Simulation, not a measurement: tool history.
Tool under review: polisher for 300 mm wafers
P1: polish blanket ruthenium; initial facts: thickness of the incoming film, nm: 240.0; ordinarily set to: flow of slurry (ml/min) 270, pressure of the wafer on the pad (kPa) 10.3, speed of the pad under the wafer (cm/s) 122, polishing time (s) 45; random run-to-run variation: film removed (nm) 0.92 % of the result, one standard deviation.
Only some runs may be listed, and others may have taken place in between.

| run | day | flow of slurry (ml/min) | pressure of the wafer on the pad (kPa) | speed of the pad under the wafer (cm/s) | polishing time (s) | wafers polished on this pad | hours since the slurry nozzle was cleaned | hours since the head pressure was calibrated | film removed (nm) |
|---|---|---|---|---|---|---|---|---|---|
| 1 | 0.138 | 270 | 10.3 | 122 | 45 | 467 | 323.2 | 333.2 | 39.548 |
| 2 | 0.358 | 270 | 10.3 | 122 | 45 | 529 | 328.5 | 338.5 | 38.723 |
| 3 | 0.612 | 270 | 10.3 | 178 | 35 | 600 | 334.6 | 344.6 | 44.073 |
| 4 | 0.808 | 270 | 10.3 | 122 | 45 | 655 | 339.3 | 349.3 | 39.315 |
| 5 | 1.042 | 270 | 10.3 | 122 | 32 | 720 | 344.9 | 354.9 | 27.937 |
| 6 | 1.317 | 270 | 15.9 | 122 | 45 | 797 | 351.5 | 361.5 | 59.876 |
| 7 | 1.612 | 270 | 10.3 | 122 | 70 | 880 | 358.6 | 368.6 | 60.535 |
| 8 | 1.812 | 270 | 10.3 | 58 | 45 | 936 | 363.4 | 373.4 | 18.695 |
| 9 | 2.062 | 270 | 10.3 | 184 | 45 | 1006 | 369.4 | 379.4 | 59.032 |
| 10 | 2.296 | 270 | 10.3 | 122 | 45 | 1071 | 375.0 | 385.0 | 39.441 |
| 11 | 2.500 | 270 | 10.3 | 122 | 45 | 1129 | 379.9 | 389.9 | 38.998 |
| 12 | 2.725 | 270 | 6.9 | 122 | 45 | 1192 | 385.3 | 395.3 | 26.242 |
|  | 2.779 | slurry nozzle cleaned |
| 13 | 3.012 | 410 | 10.3 | 122 | 45 | 1272 | 5.6 | 402.2 | 41.305 |
| 14 | 3.292 | 160 | 10.3 | 122 | 45 | 1350 | 12.3 | 408.9 | 36.232 |
| 15 | 3.504 | 270 | 10.3 | 122 | 45 | 1410 | 17.4 | 414.0 | 39.097 |
| 16 | 3.717 | 270 | 10.3 | 122 | 45 | 1469 | 22.5 | 419.1 | 38.754 |

Run 17 has not been measured yet. What should we expect?
| 17 | 3.967 | 270 | 10.3 | 122 | 45 | 1539 | 28.5 | 425.1 | ? |

film removed (nm): 39.360

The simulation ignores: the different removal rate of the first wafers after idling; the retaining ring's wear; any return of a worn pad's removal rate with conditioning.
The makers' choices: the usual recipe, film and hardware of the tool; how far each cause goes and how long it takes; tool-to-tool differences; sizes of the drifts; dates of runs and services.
